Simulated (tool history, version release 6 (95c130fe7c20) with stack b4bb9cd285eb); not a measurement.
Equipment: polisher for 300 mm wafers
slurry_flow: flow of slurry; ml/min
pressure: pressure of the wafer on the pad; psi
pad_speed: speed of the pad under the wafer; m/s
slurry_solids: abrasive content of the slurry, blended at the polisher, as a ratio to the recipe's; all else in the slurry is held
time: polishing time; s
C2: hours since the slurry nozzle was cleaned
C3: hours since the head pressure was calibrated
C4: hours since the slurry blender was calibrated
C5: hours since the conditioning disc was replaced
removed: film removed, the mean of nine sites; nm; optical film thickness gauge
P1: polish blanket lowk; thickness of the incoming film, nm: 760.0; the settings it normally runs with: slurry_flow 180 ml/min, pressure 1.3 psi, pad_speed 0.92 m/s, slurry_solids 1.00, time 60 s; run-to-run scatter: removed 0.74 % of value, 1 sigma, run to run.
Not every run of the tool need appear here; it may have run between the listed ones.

Run 1, hour 4.4: slurry_flow 180 ml/min, pressure 1.3 psi, pad_speed 0.92 m/s, slurry_solids 1.00, time 60 s; wafers polished on this pad 638; C2 177.7; C3 435.2; C4 64.0; C5 18.2. Result: removed 18.7920 nm.
At hour 8.2: conditioning disc replaced and pad reconditioned.
Run 2, hour 10.4: slurry_flow 180 ml/min, pressure 1.3 psi, pad_speed 0.92 m/s, slurry_solids 1.00, time 60 s; wafers polished on this pad 687; C2 183.7; C3 441.2; C4 70.0; C5 2.2. Result: removed 18.8530 nm.
Run 3, hour 13.8: slurry_flow 180 ml/min, pressure 1.3 psi, pad_speed 0.54 m/s, slurry_solids 1.00, time 60 s; wafers polished on this pad 715; C2 187.1; C3 444.6; C4 73.4; C5 5.6. Result: removed 12.1510 nm.
Run 4, hour 20.0: slurry_flow 180 ml/min, pressure 1.3 psi, pad_speed 0.92 m/s, slurry_solids 0.65, time 60 s; wafers polished on this pad 766; C2 193.3; C3 450.8; C4 79.6; C5 11.8. Result: removed 15.2460 nm.
Run 5, hour 25.3: slurry_flow 180 ml/min, pressure 1.3 psi, pad_speed 1.28 m/s, slurry_solids 1.00, time 60 s; wafers polished on this pad 809; C2 198.6; C3 456.1; C4 84.9; C5 17.1. Result: removed 24.7470 nm.
Run 6, hour 29.1: slurry_flow 180 ml/min, pressure 1.3 psi, pad_speed 0.92 m/s, slurry_solids 1.00, time 78 s; wafers polished on this pad 840; C2 202.4; C3 459.9; C4 88.7; C5 20.9. Result: removed 24.5670 nm.
Run 7, hour 33.3: slurry_flow 110 ml/min, pressure 1.3 psi, pad_speed 0.92 m/s, slurry_solids 1.00, time 60 s; wafers polished on this pad 875; C2 206.6; C3 464.1; C4 92.9; C5 25.1. Result: removed 17.0000 nm.
Run 8, hour 36.6: slurry_flow 180 ml/min, pressure 1.3 psi, pad_speed 0.92 m/s, slurry_solids 1.00, time 60 s; wafers polished on this pad 902; C2 209.9; C3 467.4; C4 96.2; C5 28.4. Result: removed 18.7640 nm.
Run 9, hour 41.7: slurry_flow 180 ml/min, pressure 1.3 psi, pad_speed 0.92 m/s, slurry_solids 1.00, time 36 s; wafers polished on this pad 944; C2 215.0; C3 472.5; C4 101.3; C5 33.5. Result: removed 11.2850 nm.
Run 10, hour 47.0: slurry_flow 110 ml/min, pressure 1.3 psi, pad_speed 0.92 m/s, slurry_solids 1.00, time 74 s; wafers polished on this pad 987; C2 220.3; C3 477.8; C4 106.6; C5 38.8. Result: removed 21.0730 nm.
Run 11, hour 50.6: slurry_flow 180 ml/min, pressure 1.8 psi, pad_speed 0.92 m/s, slurry_solids 1.00, time 60 s; wafers polished on this pad 1017; C2 223.9; C3 481.4; C4 110.2; C5 42.4. Result: removed 25.9610 nm.
Run 12, hour 55.7: slurry_flow 180 ml/min, pressure 0.6 psi, pad_speed 0.92 m/s, slurry_solids 1.00, time 60 s; wafers polished on this pad 1058; C2 229.0; C3 486.5; C4 115.3; C5 47.5. Result: removed 8.6692 nm.
At hour 60.7: worn pad replaced by a new one.
Run 13, hour 61.4: slurry_flow 180 ml/min, pressure 1.3 psi, pad_speed 0.92 m/s, slurry_solids 1.00, time 60 s; wafers polished on this pad 6; C2 234.7; C3 492.2; C4 121.0; C5 53.2. Result: removed 18.6020 nm.
Run 14, hour 66.8: slurry_flow 180 ml/min, pressure 1.3 psi, pad_speed 0.92 m/s, slurry_solids 1.30, time 60 s; wafers polished on this pad 50; C2 240.1; C3 497.6; C4 126.4; C5 58.6. Result: removed 20.8810 nm.
Run 15, hour 71.3: slurry_flow 250 ml/min, pressure 1.3 psi, pad_speed 0.92 m/s, slurry_solids 1.00, time 60 s; wafers polished on this pad 87; C2 244.6; C3 502.1; C4 130.9; C5 63.1. Result: removed 19.4770 nm.
Run 16, hour 75.7: slurry_flow 180 ml/min, pressure 1.3 psi, pad_speed 0.92 m/s, slurry_solids 1.00, time 60 s; wafers polished on this pad 123; C2 249.0; C3 506.5; C4 135.3; C5 67.5. Result: removed 18.7520 nm.
Run 17, hour 81.2: slurry_flow 180 ml/min, pressure 1.3 psi, pad_speed 0.92 m/s, slurry_solids 1.00, time 60 s; wafers polished on this pad 168; C2 254.5; C3 512.0; C4 140.8; C5 73.0. Result: removed 18.7890 nm.
Run 18, hour 87.0: slurry_flow 180 ml/min, pressure 1.3 psi, pad_speed 0.92 m/s, slurry_solids 1.00, time 60 s; wafers polished on this pad 216; C2 260.3; C3 517.8; C4 146.6; C5 78.8. Result: removed 18.2320 nm.
Run 19, hour 93.1: slurry_flow 180 ml/min, pressure 1.3 psi, pad_speed 0.92 m/s, slurry_solids 1.00, time 60 s; wafers polished on this pad 266; C2 266.4; C3 523.9; C4 152.7; C5 84.9. Result: removed 17.8080 nm.
Run 20, hour 97.5: slurry_flow 180 ml/min, pressure 1.3 psi, pad_speed 0.92 m/s, slurry_solids 1.00, time 60 s; wafers polished on this pad 302; C2 270.8; C3 528.3; C4 157.1; C5 89.3. Result: removed 17.7360 nm.
Run 21, hour 103.2: slurry_flow 180 ml/min, pressure 1.3 psi, pad_speed 0.92 m/s, slurry_solids 1.00, time 60 s; wafers polished on this pad 349; C2 276.5; C3 534.0; C4 162.8; C5 95.0. Result: removed 17.6610 nm.
Run 22, hour 106.3: slurry_flow 180 ml/min, pressure 1.3 psi, pad_speed 0.92 m/s, slurry_solids 1.00, time 60 s; wafers polished on this pad 374; C2 279.6; C3 537.1; C4 165.9; C5 98.1. Result: removed 17.6130 nm.
Run 23, hour 109.9: slurry_flow 180 ml/min, pressure 1.3 psi, pad_speed 0.92 m/s, slurry_solids 1.00, time 60 s; wafers polished on this pad 404; C2 283.2; C3 540.7; C4 169.5; C5 101.7. Result: removed 17.5210 nm.
At hour 110.1: head pressure recalibrated.
At hour 111.3: conditioning disc replaced and pad reconditioned.
At hour 113.3: worn pad replaced by a new one.
Run 24, hour 115.4: slurry_flow 180 ml/min, pressure 1.3 psi, pad_speed 0.92 m/s, slurry_solids 1.00, time 60 s; wafers polished on this pad 17; C2 288.7; C3 5.3; C4 175.0; C5 4.1. Result: removed 17.5050 nm.
Run 25, hour 121.6: slurry_flow 180 ml/min, pressure 1.3 psi, pad_speed 0.92 m/s, slurry_solids 1.00, time 60 s; wafers polished on this pad 68; C2 294.9; C3 11.5; C4 181.2; C5 10.3. Result: removed 17.6240 nm.
Run 26, hour 124.6: slurry_flow 180 ml/min, pressure 1.3 psi, pad_speed 0.92 m/s, slurry_solids 1.00, time 60 s; wafers polished on this pad 92; C2 297.9; C3 14.5; C4 184.2; C5 13.3. Result: removed 17.7370 nm.

What P1 gives has crept away from where it was. These 2 causes fit the log equally well, each at the size given:
A: slurry flow missing at the pad, % = 33.4
B: abrasive missing from the slurry, % = 14
The drift started at roughly hour 81.2.
All other causes, with the reason each is excluded:
removal rate lost through wear of the pad, %: serviced at hour 113.3, after the drift had started, without restoring the earlier output
head's pressure below its setpoint, %: serviced at hour 110.1, after the drift had started, without restoring the earlier output
time polished since the conditioner stopped cutting, s: serviced at hour 111.3, after the drift had started, without restoring the earlier output

Each of the check runs listed below is run on 2 wafers and reports their average, with the results left as question marks. Pick the one under which the possible causes would lead to clearly different results.
Run check 1, hour 127.6: slurry_flow 110 ml/min, pressure 1.3 psi, pad_speed 0.92 m/s, slurry_solids 1.00, time 60 s. Result: removed ?.
Run check 2, hour 127.6: slurry_flow 180 ml/min, pressure 1.8 psi, pad_speed 0.92 m/s, slurry_solids 1.00, time 60 s. Result: removed ?.
Run check 3, hour 127.6: slurry_flow 180 ml/min, pressure 0.6 psi, pad_speed 0.92 m/s, slurry_solids 1.00, time 60 s. Result: removed ?.
Run check 4, hour 127.6: slurry_flow 180 ml/min, pressure 1.3 psi, pad_speed 0.92 m/s, slurry_solids 1.25, time 60 s. Result: removed ?.

Predicted outcomes, by check and by cause:
  check   result     if A     if B
check 1  removed  15.3290  15.9490
check 2  removed  24.1670  24.1680
check 3  removed   8.0557   8.0561
check 4  removed  19.1990  19.3600
Minimum pairwise separation of causes per check, each pair taken at its best-separating result: check 1 3.96 %; check 2 0 %; check 3 0 %; check 4 0.83 %
The causes can be told apart only by check 1. The other checks would give nearly the same results under each of them.

After running check 1, the following was obtained: removed 15.8860 nm. Which cause does this point to?

Of the candidate causes, it is B: abrasive missing from the slurry, %.
